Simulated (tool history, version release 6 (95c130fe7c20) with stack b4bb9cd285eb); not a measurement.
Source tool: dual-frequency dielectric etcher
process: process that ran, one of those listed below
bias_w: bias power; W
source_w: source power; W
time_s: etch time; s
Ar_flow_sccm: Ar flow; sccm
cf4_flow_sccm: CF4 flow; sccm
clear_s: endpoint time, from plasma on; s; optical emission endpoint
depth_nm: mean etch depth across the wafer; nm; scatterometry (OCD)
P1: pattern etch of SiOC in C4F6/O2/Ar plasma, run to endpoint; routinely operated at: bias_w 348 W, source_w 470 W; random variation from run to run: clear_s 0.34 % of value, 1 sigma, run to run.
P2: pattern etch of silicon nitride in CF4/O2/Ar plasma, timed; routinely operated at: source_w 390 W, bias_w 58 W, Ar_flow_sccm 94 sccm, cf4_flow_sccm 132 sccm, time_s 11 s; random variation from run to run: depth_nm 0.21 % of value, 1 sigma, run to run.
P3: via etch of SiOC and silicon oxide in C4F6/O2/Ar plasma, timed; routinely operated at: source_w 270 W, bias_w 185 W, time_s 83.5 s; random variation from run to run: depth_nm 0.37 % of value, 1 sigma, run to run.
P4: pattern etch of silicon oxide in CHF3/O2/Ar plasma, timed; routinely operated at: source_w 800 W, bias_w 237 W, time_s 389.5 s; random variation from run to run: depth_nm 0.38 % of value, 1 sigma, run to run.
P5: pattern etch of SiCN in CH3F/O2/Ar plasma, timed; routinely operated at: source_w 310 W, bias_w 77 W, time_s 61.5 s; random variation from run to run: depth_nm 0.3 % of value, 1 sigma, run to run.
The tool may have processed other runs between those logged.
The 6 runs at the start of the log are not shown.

run,hour,process,bias_w,source_w,time_s,Ar_flow_sccm,cf4_flow_sccm,clear_s,depth_nm
7,48.6,P5,77,310,89.5,,,,31.922
8,56.4,P3,141,270,83.5,,,,74.369
# hour 60.3: source power generator calibrated
9,65,P1,348,470,,,,10.454,
10,74.2,P1,348,350,,,,11.638,
11,79.7,P1,348,660,,,,9.2025,
12,85.9,P2,77,390,11,94,132,,21.208
13,93.3,P4,237,800,389.5,,,,918.54
# hour 100: bias power generator calibrated
14,101.9,P5,62,310,61.5,,,,20.354
15,110.4,P2,58,390,11,70,132,,19.577
16,118.5,P3,185,270,83.5,,,,81.027
17,123.8,P1,348,470,,,,10.445,
18,129.9,P5,77,380,61.5,,,,23.664
19,138,P3,185,380,83.5,,,,93.038
20,147.8,P4,237,960,389.5,,,,987.94
21,156.5,P2,58,390,11,94,132,,19.056
22,162.2,P1,211,300,,,,14.682,

Run 23 comes next. What will it give?
23,167,P4,237,800,561,,,,?

Run 23 yielded depth_nm 1322.1 nm.
